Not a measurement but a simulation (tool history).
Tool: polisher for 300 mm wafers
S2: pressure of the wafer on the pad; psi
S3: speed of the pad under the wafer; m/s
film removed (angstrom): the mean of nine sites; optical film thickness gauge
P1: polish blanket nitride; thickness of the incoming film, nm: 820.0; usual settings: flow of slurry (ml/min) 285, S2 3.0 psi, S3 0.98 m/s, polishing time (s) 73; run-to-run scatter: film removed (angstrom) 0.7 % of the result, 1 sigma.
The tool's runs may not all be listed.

run 1 hour=10.6 | flow_of_slurry_(ml/min)=285 S2=3.0 S3=0.98 polishing_time_(s)=73 | film_removed_(angstrom)=1097.20
run 2 hour=18.7 | flow_of_slurry_(ml/min)=285 S2=3.0 S3=0.98 polishing_time_(s)=33 | film_removed_(angstrom)=498.41
run 3 hour=26.2 | flow_of_slurry_(ml/min)=285 S2=3.0 S3=1.54 polishing_time_(s)=73 | film_removed_(angstrom)=1600.20
-- hour=26.8 head pressure recalibrated
run 4 hour=33.1 | flow_of_slurry_(ml/min)=285 S2=4.6 S3=0.98 polishing_time_(s)=73 | film_removed_(angstrom)=1690.00
run 5 hour=41.1 | flow_of_slurry_(ml/min)=285 S2=3.0 S3=0.98 polishing_time_(s)=73 | film_removed_(angstrom)=1103.20
run 6 hour=48.2 | flow_of_slurry_(ml/min)=285 S2=1.4 S3=0.98 polishing_time_(s)=73 | film_removed_(angstrom)=514.02
run 7 hour=58.7 | flow_of_slurry_(ml/min)=285 S2=3.0 S3=0.62 polishing_time_(s)=73 | film_removed_(angstrom)=766.22
run 8 hour=69.5 | flow_of_slurry_(ml/min)=170 S2=3.0 S3=0.98 polishing_time_(s)=73 | film_removed_(angstrom)=1034.50
run 9 hour=78.8 | flow_of_slurry_(ml/min)=285 S2=3.0 S3=1.44 polishing_time_(s)=104 | film_removed_(angstrom)=2145.90
run 10 hour=87.4 | flow_of_slurry_(ml/min)=285 S2=3.0 S3=0.98 polishing_time_(s)=73 | film_removed_(angstrom)=1103.60
run 11 hour=100.1 | flow_of_slurry_(ml/min)=285 S2=3.0 S3=0.98 polishing_time_(s)=73 | film_removed_(angstrom)=1104.50
run 12 hour=110.1 | flow_of_slurry_(ml/min)=285 S2=3.0 S3=0.98 polishing_time_(s)=73 | film_removed_(angstrom)=1100.90
run 13 hour=120.8 | flow_of_slurry_(ml/min)=285 S2=3.0 S3=0.98 polishing_time_(s)=109 | film_removed_(angstrom)=1643.20
run 14 hour=135.4 | flow_of_slurry_(ml/min)=375 S2=3.0 S3=0.98 polishing_time_(s)=73 | film_removed_(angstrom)=1114.90
run 15 hour=141.8 | flow_of_slurry_(ml/min)=285 S2=3.0 S3=0.98 polishing_time_(s)=73 | film_removed_(angstrom)=1093.40
run 16 hour=151.4 | flow_of_slurry_(ml/min)=285 S2=3.0 S3=0.98 polishing_time_(s)=73 | film_removed_(angstrom)=1087.60
run 17 hour=160.0 | flow_of_slurry_(ml/min)=285 S2=3.0 S3=0.98 polishing_time_(s)=73 | film_removed_(angstrom)=1080.70
run 18 hour=172.2 | flow_of_slurry_(ml/min)=285 S2=3.0 S3=0.98 polishing_time_(s)=73 | film_removed_(angstrom)=1069.20
run 19 hour=180.9 | flow_of_slurry_(ml/min)=285 S2=3.0 S3=0.98 polishing_time_(s)=73 | film_removed_(angstrom)=1062.30
run 20 hour=194.0 | flow_of_slurry_(ml/min)=285 S2=3.0 S3=0.98 polishing_time_(s)=73 | film_removed_(angstrom)=1074.20
-- hour=203.0 head pressure recalibrated
run 21 hour=203.9 | flow_of_slurry_(ml/min)=285 S2=3.0 S3=0.98 polishing_time_(s)=73 | film_removed_(angstrom)=1061.70
run 22 hour=216.8 | flow_of_slurry_(ml/min)=285 S2=3.0 S3=0.98 polishing_time_(s)=73 | film_removed_(angstrom)=1052.50

Run 23 comes next. What will it give?
run 23 hour=229.6 | flow_of_slurry_(ml/min)=285 S2=3.0 S3=0.98 polishing_time_(s)=73 | film_removed_(angstrom)=?

film removed (angstrom): 1049.20
